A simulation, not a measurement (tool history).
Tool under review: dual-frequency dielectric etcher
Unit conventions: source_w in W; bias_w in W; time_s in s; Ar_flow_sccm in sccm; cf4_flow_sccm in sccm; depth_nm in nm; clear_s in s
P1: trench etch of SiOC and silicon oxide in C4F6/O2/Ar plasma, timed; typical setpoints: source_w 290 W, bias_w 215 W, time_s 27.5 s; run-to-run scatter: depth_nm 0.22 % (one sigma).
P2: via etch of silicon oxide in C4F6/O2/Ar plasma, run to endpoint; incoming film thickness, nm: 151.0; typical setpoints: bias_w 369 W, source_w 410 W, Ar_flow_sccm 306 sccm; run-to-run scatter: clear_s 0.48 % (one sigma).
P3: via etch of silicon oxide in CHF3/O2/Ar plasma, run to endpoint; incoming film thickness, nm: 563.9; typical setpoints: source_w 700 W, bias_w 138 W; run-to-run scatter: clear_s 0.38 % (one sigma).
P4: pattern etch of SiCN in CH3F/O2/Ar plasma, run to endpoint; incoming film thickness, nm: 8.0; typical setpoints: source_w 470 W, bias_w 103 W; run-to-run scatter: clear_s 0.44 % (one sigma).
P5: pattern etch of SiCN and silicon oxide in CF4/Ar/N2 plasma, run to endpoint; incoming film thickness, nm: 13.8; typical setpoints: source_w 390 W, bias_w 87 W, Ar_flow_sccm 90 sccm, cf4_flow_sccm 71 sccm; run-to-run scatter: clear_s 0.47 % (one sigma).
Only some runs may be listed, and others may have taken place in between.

run   hour  process  source_w  bias_w  time_s  Ar_flow_sccm  cf4_flow_sccm  hours since the last wet clean  hours since the last source power generator calibration  hours since the last bias power generator calibration  depth_nm  clear_s
  1    9.5       P1       290     215    27.5                                                        315.7                                                   1269.5                                                 1520.9    50.916
  2   24.4       P3       450     138                                                                330.6                                                   1284.4                                                 1535.8             343.67
  3   42.9       P1       290     215    35.5                                                        349.1                                                   1302.9                                                 1554.3    65.311
  4     58       P1       290     260    27.5                                                        364.2                                                     1318                                                 1569.4     53.81
  5   66.2       P1       290     215    27.5                                                        372.4                                                   1326.2                                                 1577.6    50.665
  6   85.3       P2       410     369                   414                                          391.5                                                   1345.3                                                 1596.7              38.22
  7  101.3       P5       390      68                    90             71                           407.5                                                   1361.3                                                 1612.7             18.788
  8    120       P1       290     215    27.5                                                        426.2                                                     1380                                                 1631.4    50.753
  9  133.4       P2       410     510                   306                                          439.6                                                   1393.4                                                 1644.8             32.568
 10  143.8       P1       290     268    17.5                                                          450                                                   1403.8                                                 1655.2     34.73
 11  154.2       P1       290     215      18                                                        460.4                                                   1414.2                                                 1665.6    33.188
 12  167.8       P1       340     215      35                                                          474                                                   1427.8                                                 1679.2    68.589
 13  177.3       P4       470      61                                                                483.5                                                   1437.3                                                 1688.7               21.2
 14  188.9       P1       290     152    27.5                                                        495.1                                                   1448.9                                                 1700.3     45.37
 15  199.8       P1       360     215    27.5                                                          506                                                   1459.8                                                 1711.2    55.085
 16  209.2       P4       470     103                                                                515.4                                                   1469.2                                                 1720.6             17.447
 17  219.9       P1       350     265    27.5                                                        526.1                                                   1479.9                                                 1731.3    58.344
 18  233.5       P2       310     369                   306                                          539.7                                                   1493.5                                                 1744.9             41.058
 19  247.5       P1       210     215    27.5                                                        553.7                                                   1507.5                                                 1758.9    44.702
 20  262.6       P5       390      87                    64             71                           568.8                                                   1522.6                                                   1774              16.69
 21  281.4       P3       700      91                                                                587.6                                                   1541.4                                                 1792.8             324.07
 22  291.2       P5       280      87                    90             71                           597.4                                                   1551.2                                                 1802.6             23.319
 23  304.4       P1       290     215    27.5                                                        610.6                                                   1564.4                                                 1815.8    50.373
 24  318.7       P5       390      87                    90             71                           624.9                                                   1578.7                                                 1830.1             17.365
 25  328.3       P4       270     103                                                                634.5                                                   1588.3                                                 1839.7             21.457
 26  338.1       P5       390      87                    90             94                           644.3                                                   1598.1                                                 1849.5             16.711
 27  351.9       P3       700     138                                                                658.1                                                   1611.9                                                 1863.3             288.12
 28  367.7       P4       470     103                                                                673.9                                                   1627.7                                                 1879.1             17.492
 29  378.5       P2       410     369                   306                                          684.7                                                   1638.5                                                 1889.9             36.968
 30  396.8       P1       290     215    27.5                                                          703                                                   1656.8                                                 1908.2    50.743
 31  407.8       P1       290     215    27.5                                                          714                                                   1667.8                                                 1919.2    50.592
 32  426.1       P1       290     215    27.5                                                        732.3                                                   1686.1                                                 1937.5    50.091
 33  437.4       P1       290     215    27.5                                                        743.6                                                   1697.4                                                 1948.8    50.104
 34  454.3       P1       290     215    27.5                                                        760.5                                                   1714.3                                                 1965.7    49.921
     462.1  -- wet clean of the chamber
 35  468.8       P1       290     215    27.5                                                          6.7                                                   1728.8                                                 1980.2    49.925
 36  486.1       P1       290     215    27.5                                                           24                                                   1746.1                                                 1997.5     49.94
 37  502.3       P1       290     215    27.5                                                         40.2                                                   1762.3                                                 2013.7    49.862
 38  513.6       P1       290     215    27.5                                                         51.5                                                   1773.6                                                   2025    49.805

Compared with where it was, what P1 gives has crept away. Each cause listed below fits the log as well as the rest, at the size given for it:
A: source power that arrives under what is set, % = 4.26
B: bias power that arrives under what is set, % = 4.86
Onset of the creep was near hour 396.8.
Other possible causes, and why each is ruled out:
chamber walls in a state that lowers the etch rate, %: its service at hour 462.1 followed the start of the drift and did not put the process back to its old value

The list below offers 4 check runs, each averaging the results of 3 wafers, and shows each result as a question mark. For which of them would the listed causes give clearly different results?
check 1  524.9       P2       410     468                   306                                                                                                                                                                                 ?
check 2  524.9       P3       540     113                                                                                                                                                                                                       ?
check 3  524.9       P5       390      87                    69             71                                                                                                                                                                  ?
check 4  524.9       P4       470      67                                                                                                                                                                                                       ?

Predicted outcomes, by check and by cause:
  check   result    if A    if B
check 1  clear_s   34.39  34.468
check 2  clear_s  346.29  345.61
check 3  clear_s  17.394   17.02
check 4  clear_s  20.792  20.803
Per-check spread between the two closest causes, in the result where they differ most: check 1 0.23 %; check 2 0.2 %; check 3 2.17 %; check 4 0.05 %
The causes can be told apart only by check 3. The other checks would give nearly the same results under each of them.

Check 3 has now been run. It gave: clear_s 17.339 s. Which of the candidate causes is it?

A is the cause: source power that arrives under what is set, %.
